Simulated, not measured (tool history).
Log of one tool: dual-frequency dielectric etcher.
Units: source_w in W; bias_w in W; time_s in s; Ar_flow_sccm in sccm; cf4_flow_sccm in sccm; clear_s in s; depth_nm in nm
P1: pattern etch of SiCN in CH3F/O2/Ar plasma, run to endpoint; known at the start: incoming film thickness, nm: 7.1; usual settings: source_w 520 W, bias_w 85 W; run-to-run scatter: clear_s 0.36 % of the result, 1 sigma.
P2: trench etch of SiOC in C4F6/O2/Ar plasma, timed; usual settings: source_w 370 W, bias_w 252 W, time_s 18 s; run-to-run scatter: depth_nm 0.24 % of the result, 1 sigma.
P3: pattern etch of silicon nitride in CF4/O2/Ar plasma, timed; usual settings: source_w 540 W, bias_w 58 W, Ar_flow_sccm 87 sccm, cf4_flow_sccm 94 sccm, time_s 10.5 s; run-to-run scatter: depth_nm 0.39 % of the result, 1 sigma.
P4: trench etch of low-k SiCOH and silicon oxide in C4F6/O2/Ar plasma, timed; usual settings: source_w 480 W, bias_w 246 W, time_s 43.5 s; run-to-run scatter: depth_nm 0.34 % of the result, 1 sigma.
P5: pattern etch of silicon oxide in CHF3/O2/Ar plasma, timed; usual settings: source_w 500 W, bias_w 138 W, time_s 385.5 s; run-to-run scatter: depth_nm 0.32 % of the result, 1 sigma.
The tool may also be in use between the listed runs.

run,hour,process,source_w,bias_w,time_s,Ar_flow_sccm,cf4_flow_sccm,hours since the last wet clean,hours since the last source power generator calibration,hours since the last bias power generator calibration,clear_s,depth_nm
1,6.5,P1,520,85,,,,139.1,489.8,1430.2,16.515,
2,18.4,P5,320,138,385.5,,,151,501.7,1442.1,,554.87
3,26.2,P5,500,94,385.5,,,158.8,509.5,1449.9,,583.87
4,37.1,P5,500,138,513,,,169.7,520.4,1460.8,,872.8
5,48.6,P1,680,85,,,,181.2,531.9,1472.3,15.056,
6,57.9,P3,540,74,10.5,87,94,190.5,541.2,1481.6,,24.563
7,65.6,P2,370,149,18,,,198.2,548.9,1489.3,,35.223
8,75.6,P1,520,85,,,,208.2,558.9,1499.3,16.602,
9,82.4,P5,500,138,385.5,,,215,565.7,1506.1,,656.63
10,91.3,P1,520,85,,,,223.9,574.6,1515,16.551,
11,101.5,P1,520,85,,,,234.1,584.8,1525.2,16.593,
# hour 112: source power generator calibrated
12,113.1,P3,540,58,10.5,87,94,245.7,1.2,1536.8,,22.588
13,118.6,P1,520,59,,,,251.2,6.7,1542.3,18.885,
14,126.9,P2,370,252,18,,,259.5,15,1550.6,,41.611
15,134.5,P1,520,85,,,,267.1,22.6,1558.2,16.609,
16,140.8,P1,520,103,,,,273.4,28.9,1564.5,15.539,
17,151.2,P4,480,246,25.5,,,283.8,39.3,1574.9,,95.285
18,162.1,P1,520,85,,,,294.7,50.2,1585.8,16.604,
19,173.8,P4,480,246,43.5,,,306.4,61.9,1597.5,,162.38
20,181.1,P3,540,58,15,87,94,313.7,69.2,1604.8,,32.004
21,190.4,P1,340,85,,,,323,78.5,1614.1,19.369,
22,202.5,P4,480,339,43.5,,,335.1,90.6,1626.2,,182.84
23,214.4,P3,540,58,10.5,87,128,347,102.5,1638.1,,23.328
24,225.6,P1,720,56,,,,358.2,113.7,1649.3,16.955,
25,237.1,P3,680,58,10.5,87,94,369.7,125.2,1660.8,,27.352
26,245.3,P2,490,252,18,,,377.9,133.4,1669,,46.772
27,251.8,P4,600,246,43.5,,,384.4,139.9,1675.5,,177.26
28,261.4,P2,370,252,22.5,,,394,149.5,1685.1,,52.309
29,271.8,P4,480,246,43.5,,,404.4,159.9,1695.5,,161.93
30,279.3,P3,540,58,10.5,121,94,411.9,167.4,1703,,21.518
31,288.6,P1,520,85,,,,421.2,176.7,1712.3,16.57,
32,295.9,P1,520,85,,,,428.5,184,1719.6,16.714,
33,306.6,P1,520,85,,,,439.2,194.7,1730.3,16.855,
34,312.3,P1,520,85,,,,444.9,200.4,1736,16.854,
35,321,P1,520,85,,,,453.6,209.1,1744.7,16.872,
# hour 327.9: wet clean of the chamber
36,333,P1,520,85,,,,5.1,221.1,1756.7,16.903,
37,342.2,P1,520,85,,,,14.3,230.3,1765.9,16.952,
38,352.4,P1,520,85,,,,24.5,240.5,1776.1,16.974,
39,362.4,P1,520,85,,,,34.5,250.5,1786.1,16.961,
40,368.9,P1,520,85,,,,41,257,1792.6,16.999,

Run 41 comes next. What will it give?
41,376.4,P1,520,85,,,,48.5,264.5,1800.1,?,

{"run 41": {"clear_s": 16.937}}

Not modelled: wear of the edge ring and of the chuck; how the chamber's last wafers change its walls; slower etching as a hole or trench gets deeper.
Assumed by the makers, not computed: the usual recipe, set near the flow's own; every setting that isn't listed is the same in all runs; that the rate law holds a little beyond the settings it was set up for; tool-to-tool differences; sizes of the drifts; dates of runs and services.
